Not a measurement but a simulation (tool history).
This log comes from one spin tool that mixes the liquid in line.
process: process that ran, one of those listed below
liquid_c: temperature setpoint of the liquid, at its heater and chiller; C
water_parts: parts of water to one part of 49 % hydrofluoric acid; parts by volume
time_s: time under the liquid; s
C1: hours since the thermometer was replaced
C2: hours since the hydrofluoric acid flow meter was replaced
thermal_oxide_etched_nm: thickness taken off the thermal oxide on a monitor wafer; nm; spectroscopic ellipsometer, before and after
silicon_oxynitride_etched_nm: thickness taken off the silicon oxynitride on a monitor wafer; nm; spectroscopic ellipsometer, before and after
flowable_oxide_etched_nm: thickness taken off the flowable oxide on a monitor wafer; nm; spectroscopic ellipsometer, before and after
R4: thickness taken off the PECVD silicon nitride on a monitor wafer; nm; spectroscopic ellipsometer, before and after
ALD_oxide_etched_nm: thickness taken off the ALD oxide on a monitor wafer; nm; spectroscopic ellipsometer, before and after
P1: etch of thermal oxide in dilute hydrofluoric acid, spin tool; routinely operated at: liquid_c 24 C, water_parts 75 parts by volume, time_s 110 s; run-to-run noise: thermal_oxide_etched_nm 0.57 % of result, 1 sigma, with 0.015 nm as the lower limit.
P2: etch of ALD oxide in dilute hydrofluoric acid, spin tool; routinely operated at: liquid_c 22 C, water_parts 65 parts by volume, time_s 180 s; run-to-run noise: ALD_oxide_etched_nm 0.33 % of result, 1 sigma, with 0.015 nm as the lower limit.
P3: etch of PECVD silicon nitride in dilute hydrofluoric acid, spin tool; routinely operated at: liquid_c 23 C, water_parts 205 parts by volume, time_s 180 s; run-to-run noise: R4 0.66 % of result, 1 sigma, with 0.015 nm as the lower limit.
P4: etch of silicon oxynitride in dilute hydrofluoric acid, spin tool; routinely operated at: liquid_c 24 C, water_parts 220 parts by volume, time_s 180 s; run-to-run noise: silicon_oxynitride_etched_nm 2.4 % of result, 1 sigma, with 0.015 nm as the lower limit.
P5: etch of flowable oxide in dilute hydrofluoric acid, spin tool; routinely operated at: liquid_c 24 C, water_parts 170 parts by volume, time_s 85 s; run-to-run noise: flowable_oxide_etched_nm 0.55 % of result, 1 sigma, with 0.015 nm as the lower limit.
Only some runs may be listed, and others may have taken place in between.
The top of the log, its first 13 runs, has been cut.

Run 14, hour 94.5: process P1, liquid_c 24 C, water_parts 75 parts by volume, time_s 110 s; C1 465.2; C2 1028.9. Result: thermal_oxide_etched_nm 6.9285 nm.
Run 15, hour 99.7: process P4, liquid_c 24 C, water_parts 220 parts by volume, time_s 95 s; C1 470.4; C2 1034.1. Result: silicon_oxynitride_etched_nm 0.60067 nm.
Run 16, hour 110: process P4, liquid_c 28.5 C, water_parts 220 parts by volume, time_s 180 s; C1 480.7; C2 1044.4. Result: silicon_oxynitride_etched_nm 1.4547 nm.
Run 17, hour 120.2: process P5, liquid_c 20 C, water_parts 170 parts by volume, time_s 85 s; C1 490.9; C2 1054.6. Result: flowable_oxide_etched_nm 8.8539 nm.
Run 18, hour 129.7: process P1, liquid_c 31.5 C, water_parts 75 parts by volume, time_s 110 s; C1 500.4; C2 1064.1. Result: thermal_oxide_etched_nm 9.364 nm.
Run 19, hour 135.1: process P4, liquid_c 24 C, water_parts 110 parts by volume, time_s 180 s; C1 505.8; C2 1069.5. Result: silicon_oxynitride_etched_nm 2.427 nm.
Run 20, hour 139.8: process P1, liquid_c 24 C, water_parts 75 parts by volume, time_s 160 s; C1 510.5; C2 1074.2. Result: thermal_oxide_etched_nm 10.155 nm.
Run 21, hour 147.4: process P2, liquid_c 28.5 C, water_parts 65 parts by volume, time_s 180 s; C1 518.1; C2 1081.8. Result: ALD_oxide_etched_nm 35.163 nm.
Run 22, hour 157.5: process P3, liquid_c 17.5 C, water_parts 205 parts by volume, time_s 180 s; C1 528.2; C2 1091.9. Result: R4 3.0972 nm.
Run 23, hour 163.8: process P2, liquid_c 22 C, water_parts 65 parts by volume, time_s 180 s; C1 534.5; C2 1098.2. Result: ALD_oxide_etched_nm 27.02 nm.

Estimate the outcome of run 24 from the log above:
Run 24, hour 174.1: process P1, liquid_c 24 C, water_parts 75 parts by volume, time_s 110 s; C1 544.8; C2 1108.5. Result: thermal_oxide_etched_nm ?.

Run 24 measured thermal_oxide_etched_nm 6.9817 nm.

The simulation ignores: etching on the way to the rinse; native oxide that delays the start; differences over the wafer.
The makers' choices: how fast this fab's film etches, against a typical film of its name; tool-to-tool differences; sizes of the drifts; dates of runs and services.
